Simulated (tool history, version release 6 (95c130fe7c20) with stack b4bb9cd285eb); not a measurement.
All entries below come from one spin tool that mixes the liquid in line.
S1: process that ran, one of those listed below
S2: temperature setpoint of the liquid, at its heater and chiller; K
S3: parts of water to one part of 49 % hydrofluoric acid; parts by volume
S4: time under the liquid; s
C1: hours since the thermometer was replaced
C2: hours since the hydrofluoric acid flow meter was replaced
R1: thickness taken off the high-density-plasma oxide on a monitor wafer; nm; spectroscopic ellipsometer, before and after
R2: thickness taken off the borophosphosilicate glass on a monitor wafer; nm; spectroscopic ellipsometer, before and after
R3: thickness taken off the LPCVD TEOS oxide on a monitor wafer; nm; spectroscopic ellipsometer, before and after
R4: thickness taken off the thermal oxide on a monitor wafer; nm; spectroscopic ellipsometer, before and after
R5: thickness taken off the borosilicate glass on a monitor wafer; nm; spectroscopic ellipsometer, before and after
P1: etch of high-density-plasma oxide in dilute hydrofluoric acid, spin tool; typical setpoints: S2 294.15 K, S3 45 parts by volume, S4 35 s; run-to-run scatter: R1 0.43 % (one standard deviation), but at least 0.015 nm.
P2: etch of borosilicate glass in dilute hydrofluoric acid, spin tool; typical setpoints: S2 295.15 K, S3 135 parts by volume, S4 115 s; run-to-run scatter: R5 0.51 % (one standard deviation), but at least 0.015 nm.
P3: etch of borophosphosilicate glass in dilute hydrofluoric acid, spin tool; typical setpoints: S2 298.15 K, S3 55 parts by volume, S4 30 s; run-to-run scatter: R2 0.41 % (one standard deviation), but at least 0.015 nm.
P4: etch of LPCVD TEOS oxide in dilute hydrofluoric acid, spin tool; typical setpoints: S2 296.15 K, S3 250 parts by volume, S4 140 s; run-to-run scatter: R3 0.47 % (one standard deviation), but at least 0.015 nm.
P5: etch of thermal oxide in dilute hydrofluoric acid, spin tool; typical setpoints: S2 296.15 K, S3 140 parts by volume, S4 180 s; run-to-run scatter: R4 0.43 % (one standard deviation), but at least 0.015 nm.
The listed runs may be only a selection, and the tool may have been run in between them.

{"run": 1, "hour": 9.0, "S1": "P1", "S2": 294.15, "S3": 45, "S4": 35, "C1": 638.8, "C2": 89.6, "R1": 4.8614}
{"run": 2, "hour": 27.8, "S1": "P3", "S2": 298.15, "S3": 25, "S4": 30, "C1": 657.6, "C2": 108.4, "R2": 106.64}
{"run": 3, "hour": 41.2, "S1": "P4", "S2": 296.15, "S3": 250, "S4": 275, "C1": 671, "C2": 121.8, "R3": 23.863}
{"run": 4, "hour": 49.7, "S1": "P3", "S2": 298.15, "S3": 55, "S4": 30, "C1": 679.5, "C2": 130.3, "R2": 46.314}
{"run": 5, "hour": 60.5, "S1": "P4", "S2": 296.15, "S3": 250, "S4": 140, "C1": 690.3, "C2": 141.1, "R3": 12.195}
{"run": 6, "hour": 68.9, "S1": "P5", "S2": 296.15, "S3": 140, "S4": 180, "C1": 698.7, "C2": 149.5, "R4": 5.5028}
{"run": 7, "hour": 85.8, "S1": "P5", "S2": 296.15, "S3": 50, "S4": 180, "C1": 715.6, "C2": 166.4, "R4": 17.175}
{"run": 8, "hour": 100.6, "S1": "P2", "S2": 295.15, "S3": 20, "S4": 115, "C1": 730.4, "C2": 181.2, "R5": 224.76}
{"run": 9, "hour": 111.3, "S1": "P1", "S2": 300.65, "S3": 45, "S4": 35, "C1": 741.1, "C2": 191.9, "R1": 6.3487}
{"run": 10, "hour": 129.9, "S1": "P5", "S2": 296.15, "S3": 140, "S4": 180, "C1": 759.7, "C2": 210.5, "R4": 5.5528}
{"run": 11, "hour": 141.3, "S1": "P4", "S2": 290.15, "S3": 250, "S4": 140, "C1": 771.1, "C2": 221.9, "R3": 9.7231}
{"run": 12, "hour": 156.9, "S1": "P5", "S2": 296.15, "S3": 140, "S4": 325, "C1": 786.7, "C2": 237.5, "R4": 9.9958}
{"run": 13, "hour": 175.1, "S1": "P1", "S2": 294.15, "S3": 75, "S4": 35, "C1": 804.9, "C2": 255.7, "R1": 2.8255}
{"run": 14, "hour": 192.3, "S1": "P5", "S2": 291.15, "S3": 140, "S4": 180, "C1": 822.1, "C2": 272.9, "R4": 4.4897}
{"run": 15, "hour": 204.7, "S1": "P3", "S2": 298.15, "S3": 55, "S4": 15, "C1": 834.5, "C2": 285.3, "R2": 23.182}
{"run": 16, "hour": 216.3, "S1": "P2", "S2": 295.15, "S3": 135, "S4": 15, "C1": 846.1, "C2": 296.9, "R5": 3.768}
{"run": 17, "hour": 227.4, "S1": "P1", "S2": 294.15, "S3": 45, "S4": 35, "C1": 857.2, "C2": 308, "R1": 4.8615}
{"run": 18, "hour": 245.0, "S1": "P2", "S2": 291.15, "S3": 135, "S4": 115, "C1": 874.8, "C2": 325.6, "R5": 24.386}
{"run": 19, "hour": 257.2, "S1": "P1", "S2": 294.15, "S3": 20, "S4": 35, "C1": 887, "C2": 337.8, "R1": 11.325}
{"run": 20, "hour": 271.9, "S1": "P1", "S2": 294.15, "S3": 45, "S4": 15, "C1": 901.7, "C2": 352.5, "R1": 2.0936}
{"run": 21, "hour": 289.9, "S1": "P1", "S2": 294.15, "S3": 45, "S4": 35, "C1": 919.7, "C2": 370.5, "R1": 4.8399}
{"run": 22, "hour": 300.7, "S1": "P4", "S2": 296.15, "S3": 360, "S4": 140, "C1": 930.5, "C2": 381.3, "R3": 7.6127}
{"run": 23, "hour": 319.0, "S1": "P2", "S2": 295.15, "S3": 135, "S4": 115, "C1": 948.8, "C2": 399.6, "R5": 28.774}
{"run": 24, "hour": 328.2, "S1": "P1", "S2": 294.15, "S3": 45, "S4": 35, "C1": 958, "C2": 408.8, "R1": 4.8201}
{"run": 25, "hour": 337.4, "S1": "P1", "S2": 290.15, "S3": 45, "S4": 35, "C1": 967.2, "C2": 418, "R1": 4.0847}
{"run": 26, "hour": 354.7, "S1": "P3", "S2": 298.15, "S3": 55, "S4": 30, "C1": 984.5, "C2": 435.3, "R2": 46.001}
{"hour": 360.1, "done": "thermometer replaced"}
{"run": 27, "hour": 373.5, "S1": "P3", "S2": 292.15, "S3": 55, "S4": 30, "C1": 13.4, "C2": 454.1, "R2": 35.936}
{"run": 28, "hour": 388.9, "S1": "P1", "S2": 294.15, "S3": 45, "S4": 55, "C1": 28.8, "C2": 469.5, "R1": 7.6142}
{"run": 29, "hour": 406.9, "S1": "P1", "S2": 294.15, "S3": 65, "S4": 15, "C1": 46.8, "C2": 487.5, "R1": 1.4177}
{"run": 30, "hour": 415.9, "S1": "P1", "S2": 294.15, "S3": 45, "S4": 35, "C1": 55.8, "C2": 496.5, "R1": 4.8363}
{"run": 31, "hour": 431.0, "S1": "P1", "S2": 294.15, "S3": 45, "S4": 35, "C1": 70.9, "C2": 511.6, "R1": 4.692}
{"run": 32, "hour": 448.0, "S1": "P1", "S2": 294.15, "S3": 45, "S4": 35, "C1": 87.9, "C2": 528.6, "R1": 4.5663}
{"run": 33, "hour": 456.5, "S1": "P1", "S2": 294.15, "S3": 45, "S4": 35, "C1": 96.4, "C2": 537.1, "R1": 4.4742}
{"run": 34, "hour": 470.1, "S1": "P1", "S2": 294.15, "S3": 45, "S4": 35, "C1": 110, "C2": 550.7, "R1": 4.4441}

Forecast run 35:
{"run": 35, "hour": 487.2, "S1": "P1", "S2": 294.15, "S3": 45, "S4": 35, "C1": 127.1, "C2": 567.8, "R1": "?"}

Run 35 produced R1 4.394 nm.
